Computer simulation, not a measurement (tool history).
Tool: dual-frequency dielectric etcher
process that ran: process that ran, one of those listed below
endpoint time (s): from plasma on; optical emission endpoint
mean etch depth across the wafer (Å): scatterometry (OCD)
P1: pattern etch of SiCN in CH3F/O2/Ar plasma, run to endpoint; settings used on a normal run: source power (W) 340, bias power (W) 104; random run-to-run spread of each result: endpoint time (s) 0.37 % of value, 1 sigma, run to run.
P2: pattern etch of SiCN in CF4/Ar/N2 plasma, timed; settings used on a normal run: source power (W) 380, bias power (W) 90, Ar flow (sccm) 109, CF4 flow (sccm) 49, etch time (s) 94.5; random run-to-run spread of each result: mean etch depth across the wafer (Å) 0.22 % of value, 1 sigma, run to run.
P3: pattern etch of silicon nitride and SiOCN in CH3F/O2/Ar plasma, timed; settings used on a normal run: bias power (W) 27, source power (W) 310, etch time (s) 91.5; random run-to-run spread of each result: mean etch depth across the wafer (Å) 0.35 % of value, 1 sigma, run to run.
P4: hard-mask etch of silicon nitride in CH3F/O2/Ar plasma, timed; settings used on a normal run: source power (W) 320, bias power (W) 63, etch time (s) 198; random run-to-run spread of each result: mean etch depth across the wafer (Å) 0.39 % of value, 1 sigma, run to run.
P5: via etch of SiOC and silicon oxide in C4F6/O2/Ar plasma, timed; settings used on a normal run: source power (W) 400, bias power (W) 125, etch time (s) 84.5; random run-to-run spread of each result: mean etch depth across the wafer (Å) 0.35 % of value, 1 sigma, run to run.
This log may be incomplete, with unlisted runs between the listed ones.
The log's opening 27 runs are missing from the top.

| run | day | process that ran | source power (W) | bias power (W) | etch time (s) | Ar flow (sccm) | CF4 flow (sccm) | hours since the last wet clean | hours since the last source power generator calibration | hours since the last bias power generator calibration | endpoint time (s) | mean etch depth across the wafer (Å) |
|---|---|---|---|---|---|---|---|---|---|---|---|---|
| 28 | 14.942 | P5 | 400 | 125 | 84.5 |  |  | 792 | 1753.8 | 38.7 |  | 832.42 |
| 29 | 15.288 | P5 | 400 | 170 | 84.5 |  |  | 800.3 | 1762.1 | 47 |  | 909.6 |
| 30 | 15.821 | P4 | 320 | 63 | 131.5 |  |  | 813.1 | 1774.9 | 59.8 |  | 797.96 |
| 31 | 16.492 | P1 | 340 | 104 |  |  |  | 829.2 | 1791 | 75.9 | 15.277 |  |
| 32 | 16.954 | P1 | 340 | 104 |  |  |  | 840.3 | 1802.1 | 87 | 15.16 |  |
| 33 | 17.512 | P1 | 340 | 104 |  |  |  | 853.7 | 1815.5 | 100.4 | 15.236 |  |
| 34 | 18.054 | P1 | 340 | 104 |  |  |  | 866.7 | 1828.5 | 113.4 | 15.302 |  |
| 35 | 18.762 | P1 | 340 | 104 |  |  |  | 883.7 | 1845.5 | 130.4 | 15.428 |  |
|  | 18.867 | wet clean of the chamber |
| 36 | 19.092 | P1 | 340 | 104 |  |  |  | 5.4 | 1853.4 | 138.3 | 15.413 |  |
| 37 | 19.483 | P1 | 340 | 104 |  |  |  | 14.8 | 1862.8 | 147.7 | 15.468 |  |

Run 38 is up next; what results do you expect?
| 38 | 19.833 | P1 | 340 | 104 |  |  |  | 23.2 | 1871.2 | 156.1 | ? |  |

endpoint time (s): 15.449

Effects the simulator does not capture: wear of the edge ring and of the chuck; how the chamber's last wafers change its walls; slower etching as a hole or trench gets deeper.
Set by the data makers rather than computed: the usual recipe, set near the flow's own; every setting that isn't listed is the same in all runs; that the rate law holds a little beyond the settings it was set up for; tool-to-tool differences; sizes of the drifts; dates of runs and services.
